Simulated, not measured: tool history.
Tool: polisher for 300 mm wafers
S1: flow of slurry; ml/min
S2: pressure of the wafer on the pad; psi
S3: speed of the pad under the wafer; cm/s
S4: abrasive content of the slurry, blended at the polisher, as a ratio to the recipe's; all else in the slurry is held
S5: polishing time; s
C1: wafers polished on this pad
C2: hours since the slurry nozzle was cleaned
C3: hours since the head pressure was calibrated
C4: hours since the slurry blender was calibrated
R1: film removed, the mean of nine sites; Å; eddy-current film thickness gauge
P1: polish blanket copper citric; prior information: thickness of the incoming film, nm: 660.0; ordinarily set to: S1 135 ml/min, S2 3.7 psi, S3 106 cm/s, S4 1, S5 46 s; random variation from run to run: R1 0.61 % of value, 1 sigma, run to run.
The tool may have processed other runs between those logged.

run    day   S1   S2   S3    S4  S5    C1     C2     C3     C4      R1
  1  0.258  135  3.7  106     1  46   496  217.7  676.8  230.3  1394.3
  2  0.479  135  3.7  106     1  46   539    223  682.1  235.6    1387
  3    0.8  135  3.7  106  0.75  46   601  230.7  689.8  243.3  1311.1
  4  0.975  135  4.7  106  0.55  46   635  234.9    694  247.5  1537.9
     1.133  -- slurry nozzle cleaned
  5  1.238  135  3.7  106     1  46   686    2.6  700.3  253.8  1395.4
  6  1.525  135  3.7  106     1  46   742    9.5  707.2  260.7    1379
  7  1.771  100  3.7  106     1  46   789   15.4  713.1  266.6  1306.8
  8      2  135  3.7  106     1  46   834   20.9  718.6  272.1    1389
  9  2.221  135  3.7  170     1  46   877   26.2  723.9  277.4  2207.2
 10  2.371  135  3.7  106   1.5  46   906   29.8  727.5    281  1517.8
 11  2.567  135  3.7   56     1  46   944   34.5  732.2  285.7  747.93
 12   2.85  135  3.7  106     1  72   999   41.3    739  292.5    2188
 13  3.117  135  2.1  106     1  46  1051   47.7  745.4  298.9   796.1
 14  3.417  135  5.8  106     1  46  1109   54.9  752.6  306.1  2178.9
 15  3.579  190  3.7  106     1  46  1140   58.8  756.5    310  1470.3
 16  3.788  135  3.7  106     1  21  1181   63.8  761.5    315  638.13
 17  3.975  135  3.7  106     1  46  1217   68.3    766  319.5  1393.3
 18  4.179  135  3.7  106     1  46  1257   73.2  770.9  324.4    1360
 19  4.383  135  3.7  106     1  46  1296   78.1  775.8  329.3  1342.5
 20  4.662  135  3.7  106     1  46  1351   84.8  782.5    336  1325.3
 21  4.821  135  3.7  106     1  46  1381   88.6  786.3  339.8  1315.3
 22  5.062  135  3.7  106     1  46  1428   94.4  792.1  345.6  1314.2
 23  5.229  135  3.7  106     1  46  1461   98.4  796.1  349.6  1296.2
 24  5.496  135  3.7  106     1  46  1512  104.8  802.5    356  1297.9
     5.538  -- worn pad replaced by a new one
 25  5.733  135  3.7  106     1  46    38  110.5  808.2  361.7  1296.6
     5.808  -- head pressure recalibrated
 26  5.946  135  3.7  106     1  46    79  115.6    3.4  366.8  1289.2
 27  6.246  135  3.7  106     1  46   137  122.8   10.6    374  1295.9
 28  6.517  135  3.7  106     1  46   190  129.3   17.1  380.5  1305.7

Something has made what P1 gives creep away from where it was; the 2 causes below, each at its own stated size, fit the log equally well:
A: slurry flow missing at the pad, % = 27.2
B: abrasive missing from the slurry, % = 28.2
Creep in the process output first set in at about day 3.975.
Why every other cause is out:
removal rate lost through wear of the pad, %: serviced at day 5.538, after the drift had started, without restoring the earlier output
head's pressure below its setpoint, %: serviced at day 5.808, after the drift had started, without restoring the earlier output

4 check runs are offered, each on 5 wafers whose results are averaged, their results left as question marks. Which one tells the causes apart?
check 1  6.788  100  3.7  106    1  46                   ?
check 2  6.788  135  2.7  106    1  46                   ?
check 3  6.788  135  3.7  106  1.2  46                   ?
check 4  6.788  135  5.7  106  1.4  46                   ?

How each check would come out, cause by cause:
  check  result    if A    if B
check 1      R1  1188.1  1213.6
check 2      R1  951.78  951.97
check 3      R1  1347.6  1345.8
check 4      R1    2134  2128.3
Per check, the gap between the least separated pair of causes, taken in the result that splits them most: check 1 2.13 %; check 2 0.02 %; check 3 0.14 %; check 4 0.26 %
Only check 1 tells the causes apart: in the others they would give nearly the same result.

Check 1 has now been run. It gave: R1 1192 Å. Which of the candidate causes is it?

Of the candidate causes, it is A: slurry flow missing at the pad, %.
